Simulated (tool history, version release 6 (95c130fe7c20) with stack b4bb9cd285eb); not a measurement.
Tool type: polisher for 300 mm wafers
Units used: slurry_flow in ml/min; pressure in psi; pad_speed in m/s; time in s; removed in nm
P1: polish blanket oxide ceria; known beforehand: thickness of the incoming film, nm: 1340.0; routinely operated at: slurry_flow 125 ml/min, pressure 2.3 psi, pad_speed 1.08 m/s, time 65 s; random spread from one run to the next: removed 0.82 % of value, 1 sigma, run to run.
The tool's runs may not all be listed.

{"run": 1, "hour": 6.2, "slurry_flow": 125, "pressure": 2.3, "pad_speed": 1.08, "time": 65, "removed": 238.61}
{"run": 2, "hour": 10.5, "slurry_flow": 125, "pressure": 2.3, "pad_speed": 1.08, "time": 65, "removed": 238.36}
{"run": 3, "hour": 13.7, "slurry_flow": 125, "pressure": 1.4, "pad_speed": 1.08, "time": 65, "removed": 147.19}
{"run": 4, "hour": 17.0, "slurry_flow": 125, "pressure": 2.3, "pad_speed": 1.08, "time": 65, "removed": 238.62}
{"run": 5, "hour": 20.1, "slurry_flow": 125, "pressure": 2.3, "pad_speed": 1.08, "time": 65, "removed": 239.03}
{"run": 6, "hour": 22.8, "slurry_flow": 125, "pressure": 2.3, "pad_speed": 1.08, "time": 65, "removed": 235.93}
{"run": 7, "hour": 28.7, "slurry_flow": 125, "pressure": 2.3, "pad_speed": 1.66, "time": 65, "removed": 366.06}
{"run": 8, "hour": 33.2, "slurry_flow": 75, "pressure": 2.3, "pad_speed": 1.08, "time": 65, "removed": 207.49}
{"run": 9, "hour": 39.4, "slurry_flow": 125, "pressure": 1.3, "pad_speed": 1.08, "time": 89, "removed": 186.93}
{"run": 10, "hour": 42.3, "slurry_flow": 125, "pressure": 2.3, "pad_speed": 0.48, "time": 65, "removed": 105.63}
{"run": 11, "hour": 46.9, "slurry_flow": 160, "pressure": 2.3, "pad_speed": 1.08, "time": 65, "removed": 247.45}
{"run": 12, "hour": 50.1, "slurry_flow": 125, "pressure": 2.3, "pad_speed": 1.08, "time": 34, "removed": 124.75}
{"run": 13, "hour": 55.8, "slurry_flow": 125, "pressure": 2.3, "pad_speed": 1.08, "time": 65, "removed": 239.41}
{"hour": 56.4, "done": "worn pad replaced by a new one"}
{"run": 14, "hour": 62.0, "slurry_flow": 125, "pressure": 2.3, "pad_speed": 1.08, "time": 101, "removed": 363.73}
{"run": 15, "hour": 65.6, "slurry_flow": 125, "pressure": 3.6, "pad_speed": 1.08, "time": 65, "removed": 363.32}
{"run": 16, "hour": 68.9, "slurry_flow": 125, "pressure": 2.3, "pad_speed": 1.08, "time": 65, "removed": 236.73}
{"run": 17, "hour": 73.0, "slurry_flow": 125, "pressure": 2.3, "pad_speed": 1.08, "time": 65, "removed": 232.3}
{"run": 18, "hour": 76.3, "slurry_flow": 125, "pressure": 2.3, "pad_speed": 1.08, "time": 65, "removed": 225.22}
{"run": 19, "hour": 79.8, "slurry_flow": 125, "pressure": 2.3, "pad_speed": 1.08, "time": 65, "removed": 220.07}
{"run": 20, "hour": 83.3, "slurry_flow": 125, "pressure": 2.3, "pad_speed": 1.08, "time": 65, "removed": 219.83}
{"hour": 84.7, "done": "worn pad replaced by a new one"}
{"run": 21, "hour": 86.7, "slurry_flow": 125, "pressure": 2.3, "pad_speed": 1.08, "time": 65, "removed": 219.96}
{"run": 22, "hour": 92.5, "slurry_flow": 125, "pressure": 2.3, "pad_speed": 1.08, "time": 65, "removed": 217.79}
{"run": 23, "hour": 96.0, "slurry_flow": 125, "pressure": 2.3, "pad_speed": 1.08, "time": 65, "removed": 214.26}
{"run": 24, "hour": 101.0, "slurry_flow": 125, "pressure": 2.3, "pad_speed": 1.08, "time": 65, "removed": 217.9}

Something has made what P1 gives creep away from where it was; the 2 causes below, each at its own stated size, fit the log equally well:
A: head's pressure below its setpoint, % = 8.67
B: slurry flow missing at the pad, % = 31.4
The creep began at about hour 68.9.
Excluded causes, each with its reason:
removal rate lost through wear of the pad, %: serviced at hour 84.7, after the drift had started, without restoring the earlier output

Which of the 4 check runs listed below, each an average over 2 wafers with its results shown as question marks, gives clearly different results under the different listed causes?
{"run": "check 1", "hour": 106.0, "slurry_flow": 125, "pressure": 2.3, "pad_speed": 0.58, "time": 41, "removed": "?"}
{"run": "check 2", "hour": 106.0, "slurry_flow": 80, "pressure": 2.3, "pad_speed": 1.08, "time": 65, "removed": "?"}
{"run": "check 3", "hour": 106.0, "slurry_flow": 125, "pressure": 2.3, "pad_speed": 1.38, "time": 98, "removed": "?"}
{"run": "check 4", "hour": 106.0, "slurry_flow": 125, "pressure": 2.3, "pad_speed": 1.66, "time": 99, "removed": "?"}

Check results expected under each cause:
check=check_1 result=removed if_A=73.578 if_B=73.564
check=check_2 result=removed if_A=194.360 if_B=186.290
check=check_3 result=removed if_A=418.450 if_B=418.370
check=check_4 result=removed if_A=508.480 if_B=508.390
Per check, the gap between the least separated pair of causes, taken in the result that splits them most: check 1 0.02 %; check 2 4.24 %; check 3 0.02 %; check 4 0.02 %
Check 2 distinguishes between the causes, while the remaining checks would return nearly the same result for all of them.

Running check 2 produced the following: removed 192.890 nm. Which one of the listed causes fits?

It is A: head's pressure below its setpoint, %.
